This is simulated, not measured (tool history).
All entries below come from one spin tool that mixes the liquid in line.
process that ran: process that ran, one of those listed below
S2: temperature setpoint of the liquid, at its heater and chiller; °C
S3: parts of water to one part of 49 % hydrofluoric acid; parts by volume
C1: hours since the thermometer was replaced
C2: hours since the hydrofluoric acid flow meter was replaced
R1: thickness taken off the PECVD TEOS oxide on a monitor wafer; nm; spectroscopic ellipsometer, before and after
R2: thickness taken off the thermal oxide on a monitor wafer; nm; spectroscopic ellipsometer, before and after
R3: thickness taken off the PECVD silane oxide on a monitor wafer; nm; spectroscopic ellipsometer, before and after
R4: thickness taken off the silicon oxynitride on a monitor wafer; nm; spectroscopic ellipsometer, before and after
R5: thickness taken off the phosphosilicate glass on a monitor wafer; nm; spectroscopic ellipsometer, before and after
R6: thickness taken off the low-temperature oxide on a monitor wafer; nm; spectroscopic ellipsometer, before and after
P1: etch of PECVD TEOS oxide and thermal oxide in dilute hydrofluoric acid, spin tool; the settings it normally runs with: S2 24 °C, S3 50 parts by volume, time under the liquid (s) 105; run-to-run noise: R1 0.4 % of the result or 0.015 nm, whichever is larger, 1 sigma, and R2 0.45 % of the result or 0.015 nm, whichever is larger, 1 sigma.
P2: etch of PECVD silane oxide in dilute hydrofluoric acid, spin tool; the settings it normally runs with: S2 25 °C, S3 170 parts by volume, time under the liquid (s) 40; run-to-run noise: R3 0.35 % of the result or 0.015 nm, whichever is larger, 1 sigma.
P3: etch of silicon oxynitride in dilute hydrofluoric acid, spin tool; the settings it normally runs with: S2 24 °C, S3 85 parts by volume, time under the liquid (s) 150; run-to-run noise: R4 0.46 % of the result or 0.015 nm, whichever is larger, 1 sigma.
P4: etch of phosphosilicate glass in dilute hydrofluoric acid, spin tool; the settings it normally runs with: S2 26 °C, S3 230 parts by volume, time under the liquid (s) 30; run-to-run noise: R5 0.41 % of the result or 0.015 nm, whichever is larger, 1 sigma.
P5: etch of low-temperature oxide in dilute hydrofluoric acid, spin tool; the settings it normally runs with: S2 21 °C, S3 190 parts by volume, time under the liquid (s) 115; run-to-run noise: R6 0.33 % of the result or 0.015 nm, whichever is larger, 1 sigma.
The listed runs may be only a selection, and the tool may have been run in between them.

Run 1, day 0.312: process that ran P1, S2 24 °C, S3 50 parts by volume, time under the liquid (s) 105; C1 1744.7; C2 176.3. Result: R1 48.647 nm, R2 10.231 nm.
Run 2, day 0.479: process that ran P1, S2 24 °C, S3 85 parts by volume, time under the liquid (s) 105; C1 1748.7; C2 180.3. Result: R1 27.44 nm, R2 5.7453 nm.
Run 3, day 0.804: process that ran P2, S2 17 °C, S3 170 parts by volume, time under the liquid (s) 40; C1 1756.5; C2 188.1. Result: R3 6.5884 nm.
Run 4, day 1.071: process that ran P1, S2 24 °C, S3 50 parts by volume, time under the liquid (s) 105; C1 1762.9; C2 194.5. Result: R1 48.541 nm, R2 10.214 nm.
Run 5, day 1.304: process that ran P3, S2 24 °C, S3 85 parts by volume, time under the liquid (s) 150; C1 1768.5; C2 200.1. Result: R4 5.6178 nm.
Run 6, day 1.512: process that ran P4, S2 31 °C, S3 230 parts by volume, time under the liquid (s) 30; C1 1773.5; C2 205.1. Result: R5 9.9888 nm.
Run 7, day 1.783: process that ran P1, S2 24 °C, S3 50 parts by volume, time under the liquid (s) 105; C1 1780; C2 211.6. Result: R1 48.994 nm, R2 10.231 nm.
Run 8, day 1.954: process that ran P1, S2 17 °C, S3 30 parts by volume, time under the liquid (s) 105; C1 1784.1; C2 215.7. Result: R1 61.314 nm, R2 12.947 nm.
Run 9, day 2.129: process that ran P5, S2 21 °C, S3 190 parts by volume, time under the liquid (s) 30; C1 1788.3; C2 219.9. Result: R6 3.3305 nm.
Run 10, day 2.35: process that ran P1, S2 24 °C, S3 50 parts by volume, time under the liquid (s) 105; C1 1793.6; C2 225.2. Result: R1 48.172 nm, R2 10.263 nm.
Run 11, day 2.512: process that ran P1, S2 17 °C, S3 50 parts by volume, time under the liquid (s) 105; C1 1797.5; C2 229.1. Result: R1 35.901 nm, R2 7.5886 nm.
Run 12, day 2.671: process that ran P5, S2 17 °C, S3 190 parts by volume, time under the liquid (s) 115; C1 1801.3; C2 232.9. Result: R6 10.935 nm.
Run 13, day 2.871: process that ran P3, S2 30.5 °C, S3 85 parts by volume, time under the liquid (s) 150; C1 1806.1; C2 237.7. Result: R4 7.6199 nm.
Run 14, day 3.1: process that ran P1, S2 24 °C, S3 20 parts by volume, time under the liquid (s) 105; C1 1811.6; C2 243.2. Result: R1 126.9 nm, R2 26.519 nm.
Run 15, day 3.346: process that ran P1, S2 17 °C, S3 50 parts by volume, time under the liquid (s) 180; C1 1817.5; C2 249.1. Result: R1 61.921 nm, R2 13.04 nm.
Run 16, day 3.658: process that ran P1, S2 24 °C, S3 50 parts by volume, time under the liquid (s) 200; C1 1825; C2 256.6. Result: R1 92.281 nm, R2 19.439 nm.
Run 17, day 3.846: process that ran P5, S2 21 °C, S3 190 parts by volume, time under the liquid (s) 115; C1 1829.5; C2 261.1. Result: R6 12.806 nm.
Run 18, day 4.017: process that ran P4, S2 26 °C, S3 395 parts by volume, time under the liquid (s) 30; C1 1833.6; C2 265.2. Result: R5 4.1655 nm.
Run 19, day 4.338: process that ran P1, S2 24 °C, S3 50 parts by volume, time under the liquid (s) 20; C1 1841.3; C2 272.9. Result: R1 9.2705 nm, R2 1.9323 nm.
Run 20, day 4.675: process that ran P4, S2 26 °C, S3 230 parts by volume, time under the liquid (s) 30; C1 1849.4; C2 281. Result: R5 8.4816 nm.
Run 21, day 4.929: process that ran P3, S2 24 °C, S3 125 parts by volume, time under the liquid (s) 150; C1 1855.5; C2 287.1. Result: R4 3.6697 nm.
At day 5.029: hydrofluoric acid flow meter replaced.
Run 22, day 5.188: process that ran P2, S2 25 °C, S3 280 parts by volume, time under the liquid (s) 40; C1 1861.7; C2 3.8. Result: R3 4.8388 nm.
Run 23, day 5.342: process that ran P1, S2 29 °C, S3 50 parts by volume, time under the liquid (s) 105; C1 1865.4; C2 7.5. Result: R1 59.251 nm, R2 12.502 nm.
Run 24, day 5.638: process that ran P3, S2 24 °C, S3 85 parts by volume, time under the liquid (s) 15; C1 1872.5; C2 14.6. Result: R4 0.57377 nm.
Run 25, day 5.892: process that ran P5, S2 21 °C, S3 85 parts by volume, time under the liquid (s) 115; C1 1878.6; C2 20.7. Result: R6 32.133 nm.
Run 26, day 6.121: process that ran P4, S2 26 °C, S3 230 parts by volume, time under the liquid (s) 15; C1 1884.1; C2 26.2. Result: R5 4.2752 nm.
Run 27, day 6.279: process that ran P2, S2 25 °C, S3 170 parts by volume, time under the liquid (s) 40; C1 1887.9; C2 30. Result: R3 8.903 nm.
Run 28, day 6.492: process that ran P2, S2 25 °C, S3 170 parts by volume, time under the liquid (s) 15; C1 1893; C2 35.1. Result: R3 3.3819 nm.
Run 29, day 6.817: process that ran P1, S2 24 °C, S3 50 parts by volume, time under the liquid (s) 105; C1 1900.8; C2 42.9. Result: R1 48.714 nm, R2 10.16 nm.
Run 30, day 6.983: process that ran P1, S2 24 °C, S3 50 parts by volume, time under the liquid (s) 105; C1 1904.8; C2 46.9. Result: R1 49.874 nm, R2 10.405 nm.
Run 31, day 7.25: process that ran P1, S2 24 °C, S3 50 parts by volume, time under the liquid (s) 105; C1 1911.2; C2 53.3. Result: R1 50.753 nm, R2 10.782 nm.
Run 32, day 7.483: process that ran P1, S2 24 °C, S3 50 parts by volume, time under the liquid (s) 105; C1 1916.8; C2 58.9. Result: R1 51.603 nm, R2 10.768 nm.
Run 33, day 7.683: process that ran P1, S2 24 °C, S3 50 parts by volume, time under the liquid (s) 105; C1 1921.6; C2 63.7. Result: R1 51.966 nm, R2 10.959 nm.
Run 34, day 7.917: process that ran P1, S2 24 °C, S3 50 parts by volume, time under the liquid (s) 105; C1 1927.2; C2 69.3. Result: R1 52.281 nm, R2 10.872 nm.
Run 35, day 8.088: process that ran P1, S2 24 °C, S3 50 parts by volume, time under the liquid (s) 105; C1 1931.3; C2 73.4. Result: R1 51.929 nm, R2 10.931 nm.
Run 36, day 8.238: process that ran P1, S2 24 °C, S3 50 parts by volume, time under the liquid (s) 105; C1 1934.9; C2 77. Result: R1 52.08 nm, R2 11.032 nm.
Run 37, day 8.538: process that ran P1, S2 24 °C, S3 50 parts by volume, time under the liquid (s) 105; C1 1942.1; C2 84.2. Result: R1 52.503 nm, R2 10.976 nm.

The log shows P1 creeping away from where it was. Any of the 2 causes listed here, at the size stated for it, fits the log just as well as the others:
A: hydrofluoric acid flow above the setpoint (%) = 7.15
B: liquid hotter than its thermometer reads (K) = 1.81
Onset of the creep was near day 6.817.

The list below offers 4 check runs, each averaging the results of 3 wafers, and shows each result as a question mark. For which of them would the listed causes give clearly different results?
Run check 1, day 8.838: process that ran P5, S2 17 °C, S3 90 parts by volume, time under the liquid (s) 115. Result: R6 ?.
Run check 2, day 8.838: process that ran P3, S2 29.5 °C, S3 110 parts by volume, time under the liquid (s) 150. Result: R4 ?.
Run check 3, day 8.838: process that ran P4, S2 26 °C, S3 390 parts by volume, time under the liquid (s) 15. Result: R5 ?.
Run check 4, day 8.838: process that ran P2, S2 17.5 °C, S3 170 parts by volume, time under the liquid (s) 20. Result: R3 ?.

Expected result of each check under each candidate cause:
  check  result    if A    if B
check 1      R6  27.509  27.529
check 2      R4  5.8988  5.9218
check 3      R5  2.3275  2.2446
check 4      R3  3.6145   3.587
Distance between the nearest two causes, measured in the result of the check that separates them most: check 1 0.07 %; check 2 0.39 %; check 3 3.63 %; check 4 0.76 %
Check 3 tells the causes apart: in the others they would give nearly the same result.

Check 3 was then run and gave: R5 2.241 nm. Which cause is it?

Of the candidate causes, it is B: liquid hotter than its thermometer reads (K).
